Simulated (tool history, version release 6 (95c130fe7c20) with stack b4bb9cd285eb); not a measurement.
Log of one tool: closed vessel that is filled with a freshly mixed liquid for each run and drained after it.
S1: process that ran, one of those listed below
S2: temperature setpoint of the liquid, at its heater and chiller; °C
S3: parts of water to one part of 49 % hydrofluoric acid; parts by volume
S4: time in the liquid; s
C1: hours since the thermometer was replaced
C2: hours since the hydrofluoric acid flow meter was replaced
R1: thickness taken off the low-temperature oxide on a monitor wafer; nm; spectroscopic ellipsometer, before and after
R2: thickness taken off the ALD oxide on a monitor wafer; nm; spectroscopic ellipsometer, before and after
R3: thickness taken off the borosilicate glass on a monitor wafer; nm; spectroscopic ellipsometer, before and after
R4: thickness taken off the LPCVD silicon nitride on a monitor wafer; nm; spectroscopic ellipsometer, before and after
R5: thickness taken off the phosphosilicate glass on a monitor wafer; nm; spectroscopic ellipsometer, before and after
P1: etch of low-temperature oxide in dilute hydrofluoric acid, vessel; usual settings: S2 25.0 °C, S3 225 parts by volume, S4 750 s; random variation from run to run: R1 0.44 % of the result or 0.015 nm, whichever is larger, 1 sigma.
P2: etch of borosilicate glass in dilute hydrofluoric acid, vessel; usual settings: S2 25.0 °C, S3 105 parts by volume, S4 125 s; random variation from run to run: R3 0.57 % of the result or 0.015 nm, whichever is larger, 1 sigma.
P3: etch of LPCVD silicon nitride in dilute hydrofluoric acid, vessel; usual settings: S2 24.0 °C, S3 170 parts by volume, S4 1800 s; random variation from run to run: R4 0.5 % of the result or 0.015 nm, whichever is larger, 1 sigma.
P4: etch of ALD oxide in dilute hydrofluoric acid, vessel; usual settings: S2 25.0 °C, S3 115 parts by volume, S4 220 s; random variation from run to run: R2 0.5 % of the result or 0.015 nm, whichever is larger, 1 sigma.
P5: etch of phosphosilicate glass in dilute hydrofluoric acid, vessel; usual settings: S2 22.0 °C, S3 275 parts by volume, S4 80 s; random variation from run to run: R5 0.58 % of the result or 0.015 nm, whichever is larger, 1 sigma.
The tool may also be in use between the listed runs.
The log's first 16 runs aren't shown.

Run 17, day 8.929: S1 P1, S2 25.0 °C, S3 360 parts by volume, S4 1385 s; C1 505.6; C2 381.1. Result: R1 55.693 nm.
Run 18, day 9.592: S1 P5, S2 22.0 °C, S3 400 parts by volume, S4 80 s; C1 521.5; C2 397.0. Result: R5 18.488 nm.
Run 19, day 10.083: S1 P1, S2 29.0 °C, S3 225 parts by volume, S4 750 s; C1 533.3; C2 408.8. Result: R1 64.066 nm.
Run 20, day 10.700: S1 P4, S2 25.0 °C, S3 195 parts by volume, S4 220 s; C1 548.1; C2 423.6. Result: R2 25.3040 nm.
Run 21, day 11.217: S1 P5, S2 22.0 °C, S3 275 parts by volume, S4 80 s; C1 560.5; C2 436.0. Result: R5 29.965 nm.
Run 22, day 11.912: S1 P4, S2 25.0 °C, S3 115 parts by volume, S4 220 s; C1 577.2; C2 452.7. Result: R2 46.5240 nm.
Run 23, day 12.579: S1 P4, S2 20.0 °C, S3 115 parts by volume, S4 220 s; C1 593.2; C2 468.7. Result: R2 38.3200 nm.
Run 24, day 13.167: S1 P1, S2 25.0 °C, S3 225 parts by volume, S4 400 s; C1 607.3; C2 482.8. Result: R1 29.857 nm.
Run 25, day 13.871: S1 P1, S2 25.0 °C, S3 320 parts by volume, S4 1385 s; C1 624.2; C2 499.7. Result: R1 65.652 nm.
Run 26, day 14.508: S1 P1, S2 25.0 °C, S3 125 parts by volume, S4 750 s; C1 639.5; C2 515.0. Result: R1 112.130 nm.

The next listed run, before its measurement:
Run 27, day 15.104: S1 P2, S2 25.0 °C, S3 105 parts by volume, S4 195 s; C1 653.8; C2 529.3. Result: R3 ?.

Run 27 gave R3 79.344 nm.

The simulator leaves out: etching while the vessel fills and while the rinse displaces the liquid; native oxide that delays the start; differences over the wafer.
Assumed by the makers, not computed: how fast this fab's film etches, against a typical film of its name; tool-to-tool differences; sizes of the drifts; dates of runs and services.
